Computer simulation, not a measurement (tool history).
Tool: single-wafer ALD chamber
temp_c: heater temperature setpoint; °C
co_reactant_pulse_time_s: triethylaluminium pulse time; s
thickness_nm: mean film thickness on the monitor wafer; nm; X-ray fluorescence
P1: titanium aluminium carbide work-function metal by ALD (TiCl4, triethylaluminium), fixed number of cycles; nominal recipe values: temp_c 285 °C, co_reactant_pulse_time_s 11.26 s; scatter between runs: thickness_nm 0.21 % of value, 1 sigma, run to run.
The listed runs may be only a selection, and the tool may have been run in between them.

| run | day | temp_c | co_reactant_pulse_time_s | hours since the last thermocouple change | hours since the last triethylaluminium bottle change | thickness_nm |
|---|---|---|---|---|---|---|
| 1 | 0.617 | 285 | 11.26 | 836.2 | 266.7 | 1.9369 |
|  | 1.008 | thermocouple changed; heater temperature recalibrated |
|  | 1.088 | triethylaluminium bottle replaced |
| 2 | 1.104 | 285 | 11.26 | 2.4 | 0.5 | 1.9314 |
| 3 | 1.675 | 285 | 11.26 | 16.1 | 14.2 | 1.9284 |
| 4 | 2.096 | 285 | 7.46 | 26.2 | 24.3 | 1.8198 |
| 5 | 2.538 | 285 | 16.00 | 36.8 | 34.9 | 1.9684 |
| 6 | 3.046 | 301 | 11.26 | 49.0 | 47.1 | 2.0794 |
| 7 | 3.696 | 299 | 7.30 | 64.6 | 62.7 | 1.9385 |
| 8 | 4.250 | 285 | 11.26 | 77.9 | 76.0 | 1.9329 |
| 9 | 4.800 | 264 | 11.26 | 91.1 | 89.2 | 1.7436 |
| 10 | 5.367 | 285 | 11.26 | 104.7 | 102.8 | 1.9366 |
| 11 | 5.996 | 285 | 11.26 | 119.8 | 117.9 | 1.9385 |
| 12 | 6.442 | 285 | 11.26 | 130.5 | 128.6 | 1.9269 |
| 13 | 6.917 | 285 | 11.26 | 141.9 | 140.0 | 1.9214 |
| 14 | 7.250 | 285 | 11.26 | 149.9 | 148.0 | 1.9218 |
| 15 | 7.796 | 285 | 11.26 | 163.0 | 161.1 | 1.9111 |
| 16 | 8.458 | 285 | 11.26 | 178.9 | 177.0 | 1.9014 |
| 17 | 9.054 | 285 | 11.26 | 193.2 | 191.3 | 1.8942 |
| 18 | 9.571 | 285 | 11.26 | 205.6 | 203.7 | 1.8886 |
| 19 | 9.971 | 285 | 11.26 | 215.2 | 213.3 | 1.8937 |
| 20 | 10.342 | 285 | 11.26 | 224.1 | 222.2 | 1.8900 |
| 21 | 10.858 | 285 | 11.26 | 236.5 | 234.6 | 1.8889 |
| 22 | 11.296 | 285 | 11.26 | 247.0 | 245.1 | 1.8897 |
| 23 | 11.662 | 285 | 11.26 | 255.8 | 253.9 | 1.8889 |

The log shows P1 creeping away from where it was. Any of the 2 causes listed here, at the size stated for it, fits the log just as well as the others:
A: triethylaluminium dose below that of a fresh bottle (%) = 18.8
B: wafer temperature below the value expected at the setpoint (K) = 4.95
The drift started at roughly day 6.442.

Listed below are the offered check runs, one wafer per run, with question marks in place of results. For which of them would the causes give clearly different outcomes?
| check 1 | 12.029 | 273 | 11.26 |  |  | ? |
| check 2 | 12.029 | 269 | 11.26 |  |  | ? |
| check 3 | 12.029 | 301 | 8.27 |  |  | ? |
| check 4 | 12.029 | 268 | 11.26 |  |  | ? |

Expected result of each check under each candidate cause:
| check | result | if A | if B |
|---|---|---|---|
| check 1 | thickness_nm | 1.7852 | 1.7833 |
| check 2 | thickness_nm | 1.7511 | 1.7486 |
| check 3 | thickness_nm | 1.9092 | 1.9533 |
| check 4 | thickness_nm | 1.7426 | 1.7400 |
Smallest distance between any two causes, each pair judged by its most separating result, in per cent: check 1 0.1 %; check 2 0.14 %; check 3 2.28 %; check 4 0.15 %
The causes can be told apart only by check 3. The other checks would give nearly the same results under each of them.

Check 3 has now been run. It gave: thickness_nm 1.9154 nm. Which of the candidate causes is it?

It was cause A: triethylaluminium dose below that of a fresh bottle (%).

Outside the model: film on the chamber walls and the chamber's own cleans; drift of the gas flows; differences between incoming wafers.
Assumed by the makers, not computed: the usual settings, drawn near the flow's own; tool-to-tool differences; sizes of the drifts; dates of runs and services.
